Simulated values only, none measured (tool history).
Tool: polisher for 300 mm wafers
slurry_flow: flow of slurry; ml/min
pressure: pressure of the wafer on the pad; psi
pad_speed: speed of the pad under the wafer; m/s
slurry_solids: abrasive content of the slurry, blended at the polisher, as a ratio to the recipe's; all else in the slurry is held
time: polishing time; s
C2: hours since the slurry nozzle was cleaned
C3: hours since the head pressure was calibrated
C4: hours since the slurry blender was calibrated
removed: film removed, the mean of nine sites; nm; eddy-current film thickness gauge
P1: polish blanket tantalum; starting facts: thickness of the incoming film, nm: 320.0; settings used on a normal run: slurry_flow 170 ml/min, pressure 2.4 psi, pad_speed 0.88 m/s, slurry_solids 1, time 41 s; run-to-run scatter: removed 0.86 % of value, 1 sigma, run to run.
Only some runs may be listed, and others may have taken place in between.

run 1 hour=9.7 | slurry_flow=170 pressure=2.4 pad_speed=0.88 slurry_solids=1 time=41 | wafers_polished_on_this_pad=338 C2=142.1 C3=791.4 C4=175.1 | removed=73.866
run 2 hour=19.5 | slurry_flow=170 pressure=2.4 pad_speed=0.88 slurry_solids=1 time=41 | wafers_polished_on_this_pad=463 C2=151.9 C3=801.2 C4=184.9 | removed=74.547
run 3 hour=30.9 | slurry_flow=170 pressure=2.4 pad_speed=1.32 slurry_solids=1 time=41 | wafers_polished_on_this_pad=607 C2=163.3 C3=812.6 C4=196.3 | removed=109.17
run 4 hour=40.3 | slurry_flow=170 pressure=1.5 pad_speed=0.88 slurry_solids=1 time=41 | wafers_polished_on_this_pad=726 C2=172.7 C3=822 C4=205.7 | removed=46.405
run 5 hour=50.3 | slurry_flow=255 pressure=2.4 pad_speed=0.88 slurry_solids=1 time=41 | wafers_polished_on_this_pad=853 C2=182.7 C3=832 C4=215.7 | removed=77.154
run 6 hour=60.7 | slurry_flow=170 pressure=2.4 pad_speed=0.88 slurry_solids=1 time=41 | wafers_polished_on_this_pad=985 C2=193.1 C3=842.4 C4=226.1 | removed=73.716
run 7 hour=69.3 | slurry_flow=170 pressure=2.4 pad_speed=0.88 slurry_solids=1 time=58 | wafers_polished_on_this_pad=1094 C2=201.7 C3=851 C4=234.7 | removed=102.71
run 8 hour=81.1 | slurry_flow=170 pressure=2.4 pad_speed=0.58 slurry_solids=1 time=41 | wafers_polished_on_this_pad=1243 C2=213.5 C3=862.8 C4=246.5 | removed=48.223
run 9 hour=91.2 | slurry_flow=170 pressure=3.4 pad_speed=0.88 slurry_solids=1 time=59 | wafers_polished_on_this_pad=1371 C2=223.6 C3=872.9 C4=256.6 | removed=150.61
run 10 hour=103.7 | slurry_flow=170 pressure=2.4 pad_speed=0.88 slurry_solids=1 time=41 | wafers_polished_on_this_pad=1530 C2=236.1 C3=885.4 C4=269.1 | removed=73.377
-- hour=117.7 slurry blender recalibrated
run 11 hour=119.5 | slurry_flow=170 pressure=2.4 pad_speed=0.88 slurry_solids=1.5 time=41 | wafers_polished_on_this_pad=1730 C2=251.9 C3=901.2 C4=1.8 | removed=81.111
run 12 hour=134 | slurry_flow=170 pressure=2.4 pad_speed=0.88 slurry_solids=1 time=41 | wafers_polished_on_this_pad=1913 C2=266.4 C3=915.7 C4=16.3 | removed=74.294
run 13 hour=148.7 | slurry_flow=170 pressure=3.3 pad_speed=0.88 slurry_solids=1 time=41 | wafers_polished_on_this_pad=2100 C2=281.1 C3=930.4 C4=31 | removed=100.24
run 14 hour=157.7 | slurry_flow=170 pressure=2.4 pad_speed=0.88 slurry_solids=1 time=41 | wafers_polished_on_this_pad=2214 C2=290.1 C3=939.4 C4=40 | removed=73.276
run 15 hour=168.2 | slurry_flow=215 pressure=2.4 pad_speed=0.88 slurry_solids=1 time=20 | wafers_polished_on_this_pad=2347 C2=300.6 C3=949.9 C4=50.5 | removed=37.152
run 16 hour=176.5 | slurry_flow=170 pressure=2.4 pad_speed=0.88 slurry_solids=0.55 time=41 | wafers_polished_on_this_pad=2452 C2=308.9 C3=958.2 C4=58.8 | removed=59.362
run 17 hour=186.2 | slurry_flow=170 pressure=2.4 pad_speed=0.88 slurry_solids=1 time=30 | wafers_polished_on_this_pad=2575 C2=318.6 C3=967.9 C4=68.5 | removed=53.205
run 18 hour=197.4 | slurry_flow=110 pressure=2.4 pad_speed=0.62 slurry_solids=1 time=41 | wafers_polished_on_this_pad=2717 C2=329.8 C3=979.1 C4=79.7 | removed=47.704
run 19 hour=212.5 | slurry_flow=170 pressure=2.4 pad_speed=0.88 slurry_solids=1 time=41 | wafers_polished_on_this_pad=2908 C2=344.9 C3=994.2 C4=94.8 | removed=73.843
run 20 hour=222.7 | slurry_flow=100 pressure=2.4 pad_speed=0.88 slurry_solids=1 time=41 | wafers_polished_on_this_pad=3037 C2=355.1 C3=1004.4 C4=105 | removed=66.195
run 21 hour=240 | slurry_flow=170 pressure=2.4 pad_speed=0.88 slurry_solids=1 time=41 | wafers_polished_on_this_pad=3257 C2=372.4 C3=1021.7 C4=122.3 | removed=72.395
run 22 hour=252.6 | slurry_flow=170 pressure=2.4 pad_speed=0.88 slurry_solids=1 time=41 | wafers_polished_on_this_pad=3416 C2=385 C3=1034.3 C4=134.9 | removed=70.545
run 23 hour=263.5 | slurry_flow=170 pressure=2.4 pad_speed=0.88 slurry_solids=1 time=41 | wafers_polished_on_this_pad=3554 C2=395.9 C3=1045.2 C4=145.8 | removed=69.361
-- hour=269.9 slurry blender recalibrated
-- hour=272.4 worn pad replaced by a new one
run 24 hour=273.8 | slurry_flow=170 pressure=2.4 pad_speed=0.88 slurry_solids=1 time=41 | wafers_polished_on_this_pad=18 C2=406.2 C3=1055.5 C4=4 | removed=68.791
run 25 hour=284.3 | slurry_flow=170 pressure=2.4 pad_speed=0.88 slurry_solids=1 time=41 | wafers_polished_on_this_pad=151 C2=416.7 C3=1066 C4=14.5 | removed=67.725
run 26 hour=297.3 | slurry_flow=170 pressure=2.4 pad_speed=0.88 slurry_solids=1 time=41 | wafers_polished_on_this_pad=316 C2=429.7 C3=1079 C4=27.5 | removed=67.69
run 27 hour=308.4 | slurry_flow=170 pressure=2.4 pad_speed=0.88 slurry_solids=1 time=41 | wafers_polished_on_this_pad=456 C2=440.8 C3=1090.1 C4=38.6 | removed=68.32
run 28 hour=319 | slurry_flow=170 pressure=2.4 pad_speed=0.88 slurry_solids=1 time=41 | wafers_polished_on_this_pad=591 C2=451.4 C3=1100.7 C4=49.2 | removed=67.724

What P1 gives has crept away from where it was. These 2 causes fit the log equally well, each at the size given:
A: slurry flow missing at the pad, % = 36.4
B: head's pressure below its setpoint, % = 8.27
Creep in the process output first set in at about hour 240.
Every other cause this tool's parts could produce, and why it does not fit the log:
removal rate lost through wear of the pad, %: work on it at hour 272.4, done after the drift set in, did not restore what the process gave before
abrasive missing from the slurry, %: work on it at hour 269.9, done after the drift set in, did not restore what the process gave before

Which of the 4 check runs listed below, each an average over 2 wafers with its results shown as question marks, gives clearly different results under the different listed causes?
run check 1 hour=329.6 | slurry_flow=100 pressure=2.4 pad_speed=0.88 slurry_solids=1 time=41 | removed=?
run check 2 hour=329.6 | slurry_flow=170 pressure=1.7 pad_speed=0.88 slurry_solids=1 time=41 | removed=?
run check 3 hour=329.6 | slurry_flow=170 pressure=2.4 pad_speed=0.7 slurry_solids=1 time=41 | removed=?
run check 4 hour=329.6 | slurry_flow=170 pressure=2.4 pad_speed=0.88 slurry_solids=0.7 time=41 | removed=?

Check results expected under each cause:
check=check_1 result=removed if_A=57.505 if_B=60.54
check=check_2 result=removed if_A=47.635 if_B=47.634
check=check_3 result=removed if_A=53.494 if_B=53.493
check=check_4 result=removed if_A=59.914 if_B=59.912
Minimum pairwise separation of causes per check, each pair taken at its best-separating result: check 1 5.14 %; check 2 0 %; check 3 0 %; check 4 0 %
Check 1 tells the causes apart: in the others they would give nearly the same result.

Running check 1 produced the following: removed 60.261 nm. Which one of the listed causes fits?

It is B: head's pressure below its setpoint, %.
